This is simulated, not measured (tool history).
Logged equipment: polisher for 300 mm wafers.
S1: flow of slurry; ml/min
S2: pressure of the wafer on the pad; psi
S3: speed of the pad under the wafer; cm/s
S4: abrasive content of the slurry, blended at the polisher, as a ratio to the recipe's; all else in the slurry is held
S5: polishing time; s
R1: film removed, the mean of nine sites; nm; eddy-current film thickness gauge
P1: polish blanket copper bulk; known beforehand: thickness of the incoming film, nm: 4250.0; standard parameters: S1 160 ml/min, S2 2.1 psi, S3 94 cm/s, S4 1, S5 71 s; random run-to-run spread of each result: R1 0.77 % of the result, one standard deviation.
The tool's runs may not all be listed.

run    day   S1   S2   S3    S4  S5      R1
  1  0.317  160  2.1   94     1  71  391.12
  2  0.571  160  2.1   94  0.55  38  185.77
  3  0.867  160  2.1   94     1  71  394.86
  4  1.021  160  2.1   94   1.5  71  426.74
  5  1.283  160  3.1   94     1  71  575.24
  6  1.542  160  1.5   94     1  71  280.67
  7  1.846  160  2.1   94     1  71  392.27
  8  2.042  160  2.1   42     1  71  172.17
  9  2.296  160  2.1   94     1  95  526.88
 10  2.442  225  2.1   94     1  71  407.38
 11    2.7   95  2.1   94     1  71  349.47
 12  3.004  160  2.1   94     1  45  248.99
 13  3.271  160  2.1   94     1  71  390.83
 14  3.525  160  2.1   94   0.5  71  340.02
 15  3.742  160  2.1  148     1  71   610.8
 16  3.879  160  1.1   94     1  39  112.61
 17  4.096  160  2.1   94     1  71  395.78
 18  4.254  160  2.1   94     1  71  391.48

What will run 19 give?
 19  4.454  160  2.1  94   1  71   ?

{"run 19": {"R1": 386.42}}
